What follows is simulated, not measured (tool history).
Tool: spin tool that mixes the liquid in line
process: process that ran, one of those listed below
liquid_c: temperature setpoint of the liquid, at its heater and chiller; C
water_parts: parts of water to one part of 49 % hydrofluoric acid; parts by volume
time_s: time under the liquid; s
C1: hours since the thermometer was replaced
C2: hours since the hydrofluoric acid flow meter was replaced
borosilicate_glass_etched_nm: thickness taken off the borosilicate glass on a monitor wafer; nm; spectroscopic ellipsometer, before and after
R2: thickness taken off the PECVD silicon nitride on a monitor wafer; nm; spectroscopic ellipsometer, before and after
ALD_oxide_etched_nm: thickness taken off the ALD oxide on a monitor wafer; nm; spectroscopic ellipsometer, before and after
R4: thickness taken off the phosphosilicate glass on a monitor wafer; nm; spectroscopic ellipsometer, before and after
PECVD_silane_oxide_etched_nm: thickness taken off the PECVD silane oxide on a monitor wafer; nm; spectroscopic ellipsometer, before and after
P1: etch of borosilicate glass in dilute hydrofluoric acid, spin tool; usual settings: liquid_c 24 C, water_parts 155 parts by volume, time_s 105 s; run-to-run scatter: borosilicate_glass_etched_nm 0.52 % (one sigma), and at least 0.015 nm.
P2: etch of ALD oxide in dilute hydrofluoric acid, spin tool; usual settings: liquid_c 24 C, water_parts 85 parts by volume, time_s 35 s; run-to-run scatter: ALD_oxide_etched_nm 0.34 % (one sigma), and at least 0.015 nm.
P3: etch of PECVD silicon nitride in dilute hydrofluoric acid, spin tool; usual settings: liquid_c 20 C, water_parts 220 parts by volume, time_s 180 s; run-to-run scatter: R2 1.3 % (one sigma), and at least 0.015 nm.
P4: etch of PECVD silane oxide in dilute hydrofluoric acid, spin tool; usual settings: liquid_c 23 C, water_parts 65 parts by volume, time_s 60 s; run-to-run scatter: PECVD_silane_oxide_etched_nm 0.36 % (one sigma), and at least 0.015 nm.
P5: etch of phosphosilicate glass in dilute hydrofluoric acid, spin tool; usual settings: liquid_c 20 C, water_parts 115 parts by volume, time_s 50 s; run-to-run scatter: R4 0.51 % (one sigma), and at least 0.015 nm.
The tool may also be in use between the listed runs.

Run 1, day 0.404: process P1, liquid_c 24 C, water_parts 155 parts by volume, time_s 105 s; C1 597.6; C2 1009.6. Result: borosilicate_glass_etched_nm 17.855 nm.
Run 2, day 0.829: process P3, liquid_c 20 C, water_parts 220 parts by volume, time_s 270 s; C1 607.8; C2 1019.8. Result: R2 3.0776 nm.
Run 3, day 1.196: process P1, liquid_c 30.5 C, water_parts 155 parts by volume, time_s 105 s; C1 616.6; C2 1028.6. Result: borosilicate_glass_etched_nm 23.076 nm.
Run 4, day 1.512: process P3, liquid_c 20 C, water_parts 220 parts by volume, time_s 180 s; C1 624.2; C2 1036.2. Result: R2 1.9938 nm.
Run 5, day 2.033: process P3, liquid_c 20 C, water_parts 340 parts by volume, time_s 180 s; C1 636.7; C2 1048.7. Result: R2 1.3518 nm.
Run 6, day 2.679: process P2, liquid_c 17.5 C, water_parts 85 parts by volume, time_s 35 s; C1 652.2; C2 1064.2. Result: ALD_oxide_etched_nm 7.6903 nm.
Run 7, day 3.208: process P1, liquid_c 24 C, water_parts 155 parts by volume, time_s 105 s; C1 664.9; C2 1076.9. Result: borosilicate_glass_etched_nm 18.207 nm.
Run 8, day 3.85: process P5, liquid_c 20 C, water_parts 115 parts by volume, time_s 90 s; C1 680.3; C2 1092.3. Result: R4 63.725 nm.
Run 9, day 4.154: process P2, liquid_c 24 C, water_parts 85 parts by volume, time_s 15 s; C1 687.6; C2 1099.6. Result: ALD_oxide_etched_nm 4.3468 nm.
Run 10, day 4.596: process P4, liquid_c 23 C, water_parts 110 parts by volume, time_s 60 s; C1 698.2; C2 1110.2. Result: PECVD_silane_oxide_etched_nm 16.378 nm.
Run 11, day 5.021: process P1, liquid_c 24 C, water_parts 155 parts by volume, time_s 180 s; C1 708.4; C2 1120.4. Result: borosilicate_glass_etched_nm 31.084 nm.
Run 12, day 5.65: process P1, liquid_c 29.5 C, water_parts 155 parts by volume, time_s 200 s; C1 723.5; C2 1135.5. Result: borosilicate_glass_etched_nm 42.35 nm.
Run 13, day 6.179: process P1, liquid_c 24 C, water_parts 155 parts by volume, time_s 105 s; C1 736.2; C2 1148.2. Result: borosilicate_glass_etched_nm 18.181 nm.
Run 14, day 6.642: process P1, liquid_c 19 C, water_parts 155 parts by volume, time_s 105 s; C1 747.3; C2 1159.3. Result: borosilicate_glass_etched_nm 14.95 nm.
Run 15, day 7.204: process P1, liquid_c 24 C, water_parts 155 parts by volume, time_s 105 s; C1 760.8; C2 1172.8. Result: borosilicate_glass_etched_nm 18.293 nm.
Run 16, day 7.838: process P2, liquid_c 24 C, water_parts 85 parts by volume, time_s 35 s; C1 776; C2 1188. Result: ALD_oxide_etched_nm 10.057 nm.
Run 17, day 8.225: process P1, liquid_c 24 C, water_parts 155 parts by volume, time_s 105 s; C1 785.3; C2 1197.3. Result: borosilicate_glass_etched_nm 17.94 nm.
Run 18, day 8.825: process P3, liquid_c 28 C, water_parts 220 parts by volume, time_s 180 s; C1 799.7; C2 1211.7. Result: R2 3.3822 nm.
Run 19, day 9.425: process P5, liquid_c 28 C, water_parts 115 parts by volume, time_s 50 s; C1 814.1; C2 1226.1. Result: R4 48.559 nm.
Run 20, day 9.746: process P4, liquid_c 23 C, water_parts 65 parts by volume, time_s 60 s; C1 821.8; C2 1233.8. Result: PECVD_silane_oxide_etched_nm 29.137 nm.
Run 21, day 10.388: process P1, liquid_c 24 C, water_parts 45 parts by volume, time_s 105 s; C1 837.2; C2 1249.2. Result: borosilicate_glass_etched_nm 70.98 nm.
Run 22, day 10.979: process P1, liquid_c 24 C, water_parts 155 parts by volume, time_s 105 s; C1 851.4; C2 1263.4. Result: borosilicate_glass_etched_nm 18.146 nm.
Run 23, day 11.379: process P3, liquid_c 20 C, water_parts 220 parts by volume, time_s 180 s; C1 861; C2 1273. Result: R2 2.0413 nm.
Run 24, day 11.838: process P2, liquid_c 24 C, water_parts 85 parts by volume, time_s 35 s; C1 872; C2 1284. Result: ALD_oxide_etched_nm 10.015 nm.
Run 25, day 12.133: process P4, liquid_c 23 C, water_parts 65 parts by volume, time_s 15 s; C1 879.1; C2 1291.1. Result: PECVD_silane_oxide_etched_nm 7.2812 nm.
Run 26, day 12.492: process P4, liquid_c 23 C, water_parts 65 parts by volume, time_s 60 s; C1 887.7; C2 1299.7. Result: PECVD_silane_oxide_etched_nm 29.25 nm.
Run 27, day 12.879: process P5, liquid_c 20 C, water_parts 115 parts by volume, time_s 50 s; C1 897; C2 1309. Result: R4 35.286 nm.
Run 28, day 13.367: process P1, liquid_c 24 C, water_parts 280 parts by volume, time_s 105 s; C1 908.7; C2 1320.7. Result: borosilicate_glass_etched_nm 8.7794 nm.
Run 29, day 13.75: process P5, liquid_c 20 C, water_parts 195 parts by volume, time_s 50 s; C1 917.9; C2 1329.9. Result: R4 19.098 nm.
Run 30, day 14.208: process P1, liquid_c 24 C, water_parts 155 parts by volume, time_s 105 s; C1 928.9; C2 1340.9. Result: borosilicate_glass_etched_nm 18.219 nm.
Run 31, day 14.554: process P2, liquid_c 24 C, water_parts 150 parts by volume, time_s 35 s; C1 937.2; C2 1349.2. Result: ALD_oxide_etched_nm 5.2652 nm.
Run 32, day 15.067: process P1, liquid_c 24 C, water_parts 155 parts by volume, time_s 20 s; C1 949.5; C2 1361.5. Result: borosilicate_glass_etched_nm 3.4415 nm.
Run 33, day 15.362: process P4, liquid_c 27 C, water_parts 65 parts by volume, time_s 60 s; C1 956.6; C2 1368.6. Result: PECVD_silane_oxide_etched_nm 34.344 nm.
Run 34, day 15.821: process P1, liquid_c 24 C, water_parts 155 parts by volume, time_s 105 s; C1 967.6; C2 1379.6. Result: borosilicate_glass_etched_nm 18.022 nm.
Run 35, day 16.396: process P1, liquid_c 24 C, water_parts 155 parts by volume, time_s 105 s; C1 981.4; C2 1393.4. Result: borosilicate_glass_etched_nm 18.783 nm.
Run 36, day 16.942: process P1, liquid_c 24 C, water_parts 155 parts by volume, time_s 105 s; C1 994.5; C2 1406.5. Result: borosilicate_glass_etched_nm 19.212 nm.
Run 37, day 17.538: process P1, liquid_c 24 C, water_parts 155 parts by volume, time_s 105 s; C1 1008.8; C2 1420.8. Result: borosilicate_glass_etched_nm 19.36 nm.
Run 38, day 18.05: process P1, liquid_c 24 C, water_parts 155 parts by volume, time_s 105 s; C1 1021.1; C2 1433.1. Result: borosilicate_glass_etched_nm 19.727 nm.
Run 39, day 18.342: process P1, liquid_c 24 C, water_parts 155 parts by volume, time_s 105 s; C1 1028.1; C2 1440.1. Result: borosilicate_glass_etched_nm 19.606 nm.
Run 40, day 18.908: process P1, liquid_c 24 C, water_parts 155 parts by volume, time_s 105 s; C1 1041.7; C2 1453.7. Result: borosilicate_glass_etched_nm 19.428 nm.
Run 41, day 19.275: process P1, liquid_c 24 C, water_parts 155 parts by volume, time_s 105 s; C1 1050.5; C2 1462.5. Result: borosilicate_glass_etched_nm 19.594 nm.
Run 42, day 19.796: process P1, liquid_c 24 C, water_parts 155 parts by volume, time_s 105 s; C1 1063; C2 1475. Result: borosilicate_glass_etched_nm 19.455 nm.

What P1 gives has crept away from where it was. These 2 causes fit the log equally well, each at the size given:
A: hydrofluoric acid flow above the setpoint (%) = 6.71
B: liquid hotter than its thermometer reads (K) = 2.02
The creep began at about day 15.821.

4 check runs are offered, each on 3 wafers whose results are averaged, their results left as question marks. Which one tells the causes apart?
Run check 1, day 20.317: process P4, liquid_c 23 C, water_parts 110 parts by volume, time_s 15 s. Result: PECVD_silane_oxide_etched_nm ?.
Run check 2, day 20.317: process P5, liquid_c 20 C, water_parts 190 parts by volume, time_s 85 s. Result: R4 ?.
Run check 3, day 20.317: process P2, liquid_c 24 C, water_parts 120 parts by volume, time_s 35 s. Result: ALD_oxide_etched_nm ?.
Run check 4, day 20.317: process P3, liquid_c 23 C, water_parts 220 parts by volume, time_s 180 s. Result: R2 ?.

What each check would give under each cause:
  check                        result    if A    if B
check 1  PECVD_silane_oxide_etched_nm  4.3878  4.4152
check 2                            R4  36.446  36.473
check 3           ALD_oxide_etched_nm  7.3295  7.3596
check 4                            R2  2.6603  2.8328
How far apart the two closest causes lie, in the result that separates them most: check 1 0.62 %; check 2 0.07 %; check 3 0.41 %; check 4 6.28 %
Only check 4 tells the causes apart: in the others they would give nearly the same result.

Check 4 was then run and gave: R2 2.6682 nm. Which cause is it?

It is A: hydrofluoric acid flow above the setpoint (%).
